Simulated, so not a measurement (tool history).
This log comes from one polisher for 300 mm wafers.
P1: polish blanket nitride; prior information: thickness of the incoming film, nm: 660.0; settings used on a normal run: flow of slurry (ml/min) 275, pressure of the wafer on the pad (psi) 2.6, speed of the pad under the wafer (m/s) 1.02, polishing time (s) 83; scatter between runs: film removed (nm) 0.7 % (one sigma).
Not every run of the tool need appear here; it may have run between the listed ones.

run,hour,flow of slurry (ml/min),pressure of the wafer on the pad (psi),speed of the pad under the wafer (m/s),polishing time (s),film removed (nm)
1,14.7,275,2.6,1.02,83,95.286
2,25.4,395,3.2,1.02,83,120.36
3,34.4,165,2.6,1.02,83,89.569
4,42.3,275,2.6,1.02,83,95.473
5,58.1,275,2.6,0.46,83,50.241
6,74.1,275,2.6,1.02,120,137.42
7,88.8,420,2.6,1.02,83,99.497
8,98,275,1.2,1.02,83,44.439
9,115.4,275,2.6,1.02,83,96.425
10,126.1,275,2.6,1.02,83,95.721
11,135.5,165,2.6,1.02,110,118.78
12,144.2,275,2.6,1.02,83,94.521
13,153.7,275,3.8,1.02,83,139.11
14,163.7,275,2.6,1.02,58,67.011
15,176,275,2.6,1.42,83,123.76
16,189.8,275,2.6,1.02,83,96.29

Predict the results of run 17:
17,201.8,275,2.6,1.02,83,?

Run 17 produced film removed (nm) 94.251.
